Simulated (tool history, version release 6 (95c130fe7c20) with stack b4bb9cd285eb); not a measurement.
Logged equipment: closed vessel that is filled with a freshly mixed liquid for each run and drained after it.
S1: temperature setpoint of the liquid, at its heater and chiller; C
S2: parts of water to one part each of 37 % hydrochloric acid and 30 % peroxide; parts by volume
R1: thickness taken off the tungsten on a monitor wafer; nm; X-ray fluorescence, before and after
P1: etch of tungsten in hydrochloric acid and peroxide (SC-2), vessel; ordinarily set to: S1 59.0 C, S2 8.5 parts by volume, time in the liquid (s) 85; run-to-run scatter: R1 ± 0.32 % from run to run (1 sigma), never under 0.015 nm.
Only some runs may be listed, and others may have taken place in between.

run 1 hour=3.5 | S1=59.0 S2=8.5 time_in_the_liquid_(s)=85 | R1=28.184
run 2 hour=6.0 | S1=44.0 S2=8.5 time_in_the_liquid_(s)=85 | R1=10.469
run 3 hour=8.3 | S1=70.5 S2=4.0 time_in_the_liquid_(s)=85 | R1=98.855
run 4 hour=11.7 | S1=59.0 S2=8.5 time_in_the_liquid_(s)=85 | R1=28.082
run 5 hour=14.6 | S1=71.0 S2=8.5 time_in_the_liquid_(s)=85 | R1=58.351
-- hour=15.5 thermometer replaced
run 6 hour=18.8 | S1=59.0 S2=8.5 time_in_the_liquid_(s)=85 | R1=28.289
run 7 hour=22.8 | S1=59.0 S2=8.5 time_in_the_liquid_(s)=85 | R1=27.953
run 8 hour=27.4 | S1=71.0 S2=8.5 time_in_the_liquid_(s)=140 | R1=95.975
run 9 hour=29.4 | S1=59.0 S2=15.0 time_in_the_liquid_(s)=85 | R1=17.379
run 10 hour=32.0 | S1=59.0 S2=8.5 time_in_the_liquid_(s)=40 | R1=13.238
run 11 hour=35.2 | S1=59.0 S2=8.5 time_in_the_liquid_(s)=85 | R1=28.077
run 12 hour=37.7 | S1=59.0 S2=4.0 time_in_the_liquid_(s)=85 | R1=49.415
run 13 hour=40.2 | S1=59.0 S2=8.5 time_in_the_liquid_(s)=155 | R1=51.282
run 14 hour=42.3 | S1=59.0 S2=8.5 time_in_the_liquid_(s)=85 | R1=28.006
run 15 hour=46.0 | S1=59.0 S2=8.5 time_in_the_liquid_(s)=85 | R1=28.997
run 16 hour=50.4 | S1=59.0 S2=8.5 time_in_the_liquid_(s)=85 | R1=29.820
run 17 hour=54.7 | S1=59.0 S2=8.5 time_in_the_liquid_(s)=85 | R1=30.316
run 18 hour=58.0 | S1=59.0 S2=8.5 time_in_the_liquid_(s)=85 | R1=30.518

Run 19 has not been measured yet. What should we expect?
run 19 hour=60.5 | S1=59.0 S2=8.5 time_in_the_liquid_(s)=85 | R1=?

Run 19 came out at R1 30.621 nm.

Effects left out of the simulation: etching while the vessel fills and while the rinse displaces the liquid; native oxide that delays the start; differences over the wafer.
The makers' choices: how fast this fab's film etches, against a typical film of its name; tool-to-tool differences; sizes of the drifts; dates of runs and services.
